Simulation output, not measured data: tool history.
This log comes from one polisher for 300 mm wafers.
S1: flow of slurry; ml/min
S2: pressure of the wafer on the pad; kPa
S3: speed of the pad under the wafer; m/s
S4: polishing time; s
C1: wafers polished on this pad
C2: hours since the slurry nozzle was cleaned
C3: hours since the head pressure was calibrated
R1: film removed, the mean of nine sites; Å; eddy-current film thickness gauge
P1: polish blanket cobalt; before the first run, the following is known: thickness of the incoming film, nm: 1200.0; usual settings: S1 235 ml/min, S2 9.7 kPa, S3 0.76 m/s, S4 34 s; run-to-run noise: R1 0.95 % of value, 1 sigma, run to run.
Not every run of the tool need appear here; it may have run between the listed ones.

run	day	S1	S2	S3	S4	C1	C2	C3	R1
1	0.533	235	9.7	0.76	34	277	140.4	671.4	760.42
2	0.9	235	9.7	0.76	34	382	149.2	680.2	764.43
3	1.35	235	9.7	0.76	54	510	160	691	1215.1
4	1.654	235	9.7	0.76	34	596	167.3	698.3	769.78
5	2.179	140	9.7	0.76	34	745	179.9	710.9	713.12
6	2.704	235	9.7	1.1	17	895	192.5	723.5	564.29
7	2.967	235	13.8	0.76	34	969	198.8	729.8	1079
8	3.421	235	9.7	0.76	16	1098	209.7	740.7	364.95
# day 3.521: head pressure recalibrated
9	3.925	235	9.7	0.76	34	1242	221.8	9.7	768.19
10	4.288	235	9.7	1.18	34	1345	230.5	18.4	1189.7
11	4.558	235	4.1	0.52	34	1422	237	24.9	227.04
12	4.908	330	9.7	0.76	34	1521	245.4	33.3	802.84
13	5.25	235	4.1	0.76	34	1618	253.6	41.5	336.91
14	5.642	235	9.7	0.76	34	1730	263	50.9	762.93
15	5.967	235	9.7	0.76	34	1822	270.8	58.7	785.36
16	6.333	235	13.8	0.76	23	1926	279.6	67.5	749.3
17	6.579	235	9.7	0.56	34	1996	285.5	73.4	556.98
18	7.017	235	9.7	0.76	34	2121	296	83.9	778.13

What will run 19 give?
19	7.512	235	9.7	0.76	34	2262	307.9	95.8	?

R1: 737.6 Å
